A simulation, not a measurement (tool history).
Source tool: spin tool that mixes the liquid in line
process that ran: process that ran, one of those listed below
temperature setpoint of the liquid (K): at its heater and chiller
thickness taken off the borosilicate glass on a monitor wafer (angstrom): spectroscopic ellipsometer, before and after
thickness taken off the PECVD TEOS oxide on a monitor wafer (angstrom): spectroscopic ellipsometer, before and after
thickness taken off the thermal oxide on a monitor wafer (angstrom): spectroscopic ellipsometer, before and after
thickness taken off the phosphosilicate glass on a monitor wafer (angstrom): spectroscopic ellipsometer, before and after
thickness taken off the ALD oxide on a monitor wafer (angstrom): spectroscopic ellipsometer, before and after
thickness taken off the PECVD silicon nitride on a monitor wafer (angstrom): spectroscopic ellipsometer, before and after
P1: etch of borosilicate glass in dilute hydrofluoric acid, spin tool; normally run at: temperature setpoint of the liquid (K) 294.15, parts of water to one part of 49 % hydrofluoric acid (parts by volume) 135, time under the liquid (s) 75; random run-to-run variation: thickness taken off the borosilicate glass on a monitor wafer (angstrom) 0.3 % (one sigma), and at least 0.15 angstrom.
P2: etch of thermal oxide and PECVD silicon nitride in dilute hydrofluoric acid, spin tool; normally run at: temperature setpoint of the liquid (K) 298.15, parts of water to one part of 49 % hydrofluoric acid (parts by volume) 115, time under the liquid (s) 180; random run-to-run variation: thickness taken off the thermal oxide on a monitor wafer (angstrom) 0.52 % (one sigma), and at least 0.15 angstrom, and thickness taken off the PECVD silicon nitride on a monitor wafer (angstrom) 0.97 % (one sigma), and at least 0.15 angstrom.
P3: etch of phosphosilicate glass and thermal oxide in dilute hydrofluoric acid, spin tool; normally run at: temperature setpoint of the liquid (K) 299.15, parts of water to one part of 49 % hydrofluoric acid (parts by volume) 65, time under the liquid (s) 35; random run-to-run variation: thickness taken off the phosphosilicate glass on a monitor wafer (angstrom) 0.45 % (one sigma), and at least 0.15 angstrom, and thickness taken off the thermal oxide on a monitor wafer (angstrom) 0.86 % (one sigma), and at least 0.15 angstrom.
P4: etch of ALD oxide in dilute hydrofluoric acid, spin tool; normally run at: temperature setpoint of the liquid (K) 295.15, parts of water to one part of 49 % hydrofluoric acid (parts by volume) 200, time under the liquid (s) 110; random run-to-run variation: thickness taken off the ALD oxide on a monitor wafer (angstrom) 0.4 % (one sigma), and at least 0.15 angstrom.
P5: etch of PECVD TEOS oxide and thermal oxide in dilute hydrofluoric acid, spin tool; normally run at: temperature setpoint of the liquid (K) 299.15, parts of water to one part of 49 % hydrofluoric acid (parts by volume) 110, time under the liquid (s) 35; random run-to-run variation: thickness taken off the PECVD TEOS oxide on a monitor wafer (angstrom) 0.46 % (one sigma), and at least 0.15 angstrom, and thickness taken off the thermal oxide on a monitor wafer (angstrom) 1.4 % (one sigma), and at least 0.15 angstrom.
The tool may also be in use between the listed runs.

| run | hour | process that ran | temperature setpoint of the liquid (K) | parts of water to one part of 49 % hydrofluoric acid (parts by volume) | time under the liquid (s) | hours since the thermometer was replaced | hours since the hydrofluoric acid flow meter was replaced | thickness taken off the borosilicate glass on a monitor wafer (angstrom) | thickness taken off the PECVD TEOS oxide on a monitor wafer (angstrom) | thickness taken off the thermal oxide on a monitor wafer (angstrom) | thickness taken off the phosphosilicate glass on a monitor wafer (angstrom) | thickness taken off the ALD oxide on a monitor wafer (angstrom) | thickness taken off the PECVD silicon nitride on a monitor wafer (angstrom) |
|---|---|---|---|---|---|---|---|---|---|---|---|---|---|
| 1 | 9.5 | P1 | 294.15 | 135 | 75 | 731.8 | 243.0 | 222.580 |  |  |  |  |  |
| 2 | 20.3 | P5 | 299.15 | 170 | 35 | 742.6 | 253.8 |  | 58.110 | 9.5982 |  |  |  |
| 3 | 32.5 | P5 | 299.15 | 110 | 15 | 754.8 | 266.0 |  | 41.231 | 6.9925 |  |  |  |
| 4 | 40.6 | P3 | 299.15 | 65 | 35 | 762.9 | 274.1 |  |  | 29.1500 | 363.47 |  |  |
| 5 | 50.1 | P5 | 299.15 | 110 | 35 | 772.4 | 283.6 |  | 96.967 | 16.1530 |  |  |  |
| 6 | 62.0 | P5 | 291.65 | 110 | 35 | 784.3 | 295.5 |  | 71.671 | 11.9460 |  |  |  |
| 7 | 68.1 | P3 | 299.15 | 65 | 35 | 790.4 | 301.6 |  |  | 29.5810 | 364.79 |  |  |
| 8 | 74.5 | P3 | 299.15 | 100 | 35 | 796.8 | 308.0 |  |  | 18.0190 | 226.96 |  |  |
| 9 | 80.2 | P1 | 299.15 | 135 | 75 | 802.5 | 313.7 | 268.350 |  |  |  |  |  |
| 10 | 86.8 | P4 | 295.15 | 200 | 110 | 809.1 | 320.3 |  |  |  |  | 81.762 |  |
| 11 | 98.7 | P2 | 298.15 | 115 | 350 | 821.0 | 332.2 |  |  | 145.5700 |  |  | 56.691 |
| 12 | 105.5 | P2 | 298.15 | 115 | 180 | 827.8 | 339.0 |  |  | 75.1880 |  |  | 28.737 |
| 13 | 114.4 | P4 | 290.15 | 200 | 110 | 836.7 | 347.9 |  |  |  |  | 67.543 |  |
| 14 | 125.3 | P1 | 294.15 | 200 | 15 | 847.6 | 358.8 | 27.823 |  |  |  |  |  |
| 15 | 135.8 | P2 | 293.15 | 115 | 180 | 858.1 | 369.3 |  |  | 61.4240 |  |  | 20.859 |
| 16 | 147.1 | P1 | 294.15 | 135 | 75 | 869.4 | 380.6 | 221.350 |  |  |  |  |  |
| 17 | 158.7 | P1 | 294.15 | 135 | 20 | 881.0 | 392.2 | 58.830 |  |  |  |  |  |
| 18 | 168.8 | P2 | 298.15 | 70 | 180 | 891.1 | 402.3 |  |  | 130.0500 |  |  | 47.537 |
| 19 | 175.0 | P1 | 294.15 | 180 | 40 | 897.3 | 408.5 | 84.645 |  |  |  |  |  |
| 20 | 180.8 | P1 | 290.15 | 135 | 75 | 903.1 | 414.3 | 187.660 |  |  |  |  |  |
| 21 | 190.8 | P1 | 294.15 | 135 | 75 | 913.1 | 424.3 | 222.300 |  |  |  |  |  |
| 22 | 201.9 | P3 | 299.15 | 65 | 60 | 924.2 | 435.4 |  |  | 48.5560 | 626.60 |  |  |
| 23 | 209.9 | P4 | 295.15 | 200 | 155 | 932.2 | 443.4 |  |  |  |  | 115.730 |  |
| 24 | 222.4 | P1 | 294.15 | 135 | 130 | 944.7 | 455.9 | 384.620 |  |  |  |  |  |
| 25 | 233.9 | P1 | 294.15 | 135 | 75 | 956.2 | 467.4 | 220.560 |  |  |  |  |  |
| 26 | 240.5 | P1 | 294.15 | 195 | 75 | 962.8 | 474.0 | 144.250 |  |  |  |  |  |
| 27 | 251.5 | P3 | 292.15 | 65 | 35 | 973.8 | 485.0 |  |  | 21.8280 | 272.86 |  |  |
| 28 | 264.0 | P4 | 295.15 | 35 | 110 | 986.3 | 497.5 |  |  |  |  | 564.280 |  |
| 29 | 274.5 | P1 | 294.15 | 50 | 75 | 996.8 | 508.0 | 657.730 |  |  |  |  |  |
| 30 | 283.6 | P1 | 294.15 | 195 | 15 | 1005.9 | 517.1 | 28.738 |  |  |  |  |  |

What does the tool deliver on the next run?
| 31 | 295.5 | P1 | 294.15 | 135 | 75 | 1017.8 | 529.0 | ? |  |  |  |  |  |

Run 31 gave thickness taken off the borosilicate glass on a monitor wafer (angstrom) 222.480.
